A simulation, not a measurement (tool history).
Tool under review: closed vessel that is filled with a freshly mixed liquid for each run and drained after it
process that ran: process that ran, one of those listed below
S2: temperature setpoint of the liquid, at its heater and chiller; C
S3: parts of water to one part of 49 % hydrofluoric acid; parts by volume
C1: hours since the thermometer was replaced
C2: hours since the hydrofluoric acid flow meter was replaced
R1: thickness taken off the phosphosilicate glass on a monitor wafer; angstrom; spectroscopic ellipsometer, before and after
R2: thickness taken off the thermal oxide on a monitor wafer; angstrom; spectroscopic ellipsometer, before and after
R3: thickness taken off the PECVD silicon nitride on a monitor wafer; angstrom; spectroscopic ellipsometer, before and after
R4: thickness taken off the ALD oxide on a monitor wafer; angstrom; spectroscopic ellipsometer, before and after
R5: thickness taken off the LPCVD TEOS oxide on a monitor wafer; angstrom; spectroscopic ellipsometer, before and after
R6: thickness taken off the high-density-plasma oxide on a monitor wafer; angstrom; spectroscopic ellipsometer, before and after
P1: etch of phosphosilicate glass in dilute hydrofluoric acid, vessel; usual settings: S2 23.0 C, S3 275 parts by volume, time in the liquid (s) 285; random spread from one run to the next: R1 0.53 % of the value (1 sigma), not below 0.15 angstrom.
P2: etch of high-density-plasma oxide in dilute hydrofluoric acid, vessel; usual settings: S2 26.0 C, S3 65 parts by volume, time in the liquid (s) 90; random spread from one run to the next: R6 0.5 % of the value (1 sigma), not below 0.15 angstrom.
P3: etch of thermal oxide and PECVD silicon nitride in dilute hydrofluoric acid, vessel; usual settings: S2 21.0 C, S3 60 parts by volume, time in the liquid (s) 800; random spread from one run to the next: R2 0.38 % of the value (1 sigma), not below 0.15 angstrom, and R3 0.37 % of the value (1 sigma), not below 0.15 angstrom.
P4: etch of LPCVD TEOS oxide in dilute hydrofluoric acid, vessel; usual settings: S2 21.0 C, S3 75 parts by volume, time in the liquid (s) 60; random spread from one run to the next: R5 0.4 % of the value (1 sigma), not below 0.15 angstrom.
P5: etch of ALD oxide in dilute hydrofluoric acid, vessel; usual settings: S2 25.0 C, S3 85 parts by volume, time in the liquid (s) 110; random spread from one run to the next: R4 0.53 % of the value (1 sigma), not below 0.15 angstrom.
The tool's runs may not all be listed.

{"run": 1, "day": 0.133, "process that ran": "P1", "S2": 23.0, "S3": 275, "time in the liquid (s)": 285, "C1": 592.8, "C2": 788.5, "R1": 486.73}
{"run": 2, "day": 0.321, "process that ran": "P3", "S2": 21.0, "S3": 100, "time in the liquid (s)": 800, "C1": 597.3, "C2": 793.0, "R2": 336.23, "R3": 250.29}
{"run": 3, "day": 0.467, "process that ran": "P5", "S2": 33.0, "S3": 85, "time in the liquid (s)": 110, "C1": 600.8, "C2": 796.5, "R4": 211.68}
{"run": 4, "day": 0.662, "process that ran": "P5", "S2": 25.0, "S3": 85, "time in the liquid (s)": 110, "C1": 605.5, "C2": 801.2, "R4": 155.37}
{"run": 5, "day": 0.862, "process that ran": "P4", "S2": 27.5, "S3": 75, "time in the liquid (s)": 60, "C1": 610.3, "C2": 806.0, "R5": 166.62}
{"run": 6, "day": 1.108, "process that ran": "P3", "S2": 21.0, "S3": 60, "time in the liquid (s)": 800, "C1": 616.2, "C2": 811.9, "R2": 590.6, "R3": 411.33}
{"run": 7, "day": 1.246, "process that ran": "P3", "S2": 28.0, "S3": 60, "time in the liquid (s)": 800, "C1": 619.5, "C2": 815.2, "R2": 784.61, "R3": 653.15}
{"run": 8, "day": 1.367, "process that ran": "P2", "S2": 26.0, "S3": 65, "time in the liquid (s)": 90, "C1": 622.4, "C2": 818.1, "R6": 79.102}
{"run": 9, "day": 1.521, "process that ran": "P1", "S2": 23.0, "S3": 275, "time in the liquid (s)": 285, "C1": 626.1, "C2": 821.8, "R1": 487.42}
{"run": 10, "day": 1.742, "process that ran": "P1", "S2": 19.5, "S3": 445, "time in the liquid (s)": 285, "C1": 631.4, "C2": 827.1, "R1": 227.34}
{"day": 1.754, "done": "thermometer replaced"}
{"day": 1.921, "done": "hydrofluoric acid flow meter replaced"}
{"run": 11, "day": 1.925, "process that ran": "P2", "S2": 26.0, "S3": 65, "time in the liquid (s)": 150, "C1": 4.1, "C2": 0.1, "R6": 131.7}
{"run": 12, "day": 2.058, "process that ran": "P1", "S2": 23.0, "S3": 275, "time in the liquid (s)": 565, "C1": 7.3, "C2": 3.3, "R1": 953.42}
{"run": 13, "day": 2.188, "process that ran": "P5", "S2": 25.0, "S3": 85, "time in the liquid (s)": 45, "C1": 10.4, "C2": 6.4, "R4": 63.585}
{"run": 14, "day": 2.454, "process that ran": "P1", "S2": 23.0, "S3": 275, "time in the liquid (s)": 285, "C1": 16.8, "C2": 12.8, "R1": 491.58}
{"run": 15, "day": 2.633, "process that ran": "P1", "S2": 23.0, "S3": 275, "time in the liquid (s)": 285, "C1": 21.1, "C2": 17.1, "R1": 484.04}
{"run": 16, "day": 2.792, "process that ran": "P5", "S2": 25.0, "S3": 85, "time in the liquid (s)": 110, "C1": 24.9, "C2": 20.9, "R4": 155.66}
{"run": 17, "day": 2.996, "process that ran": "P1", "S2": 23.0, "S3": 275, "time in the liquid (s)": 285, "C1": 29.8, "C2": 25.8, "R1": 485.91}
{"run": 18, "day": 3.146, "process that ran": "P1", "S2": 23.0, "S3": 275, "time in the liquid (s)": 30, "C1": 33.4, "C2": 29.4, "R1": 51.489}
{"run": 19, "day": 3.388, "process that ran": "P2", "S2": 26.0, "S3": 100, "time in the liquid (s)": 90, "C1": 39.2, "C2": 35.2, "R6": 48.933}
{"run": 20, "day": 3.567, "process that ran": "P4", "S2": 21.0, "S3": 75, "time in the liquid (s)": 30, "C1": 43.5, "C2": 39.5, "R5": 64.36}
{"run": 21, "day": 3.804, "process that ran": "P1", "S2": 23.0, "S3": 55, "time in the liquid (s)": 285, "C1": 49.2, "C2": 45.2, "R1": 3139.3}

Expected results for the next run?
{"run": 22, "day": 4.0, "process that ran": "P4", "S2": 21.0, "S3": 75, "time in the liquid (s)": 60, "C1": 53.9, "C2": 49.9, "R5": "?"}

R5: 127.92 angstrom
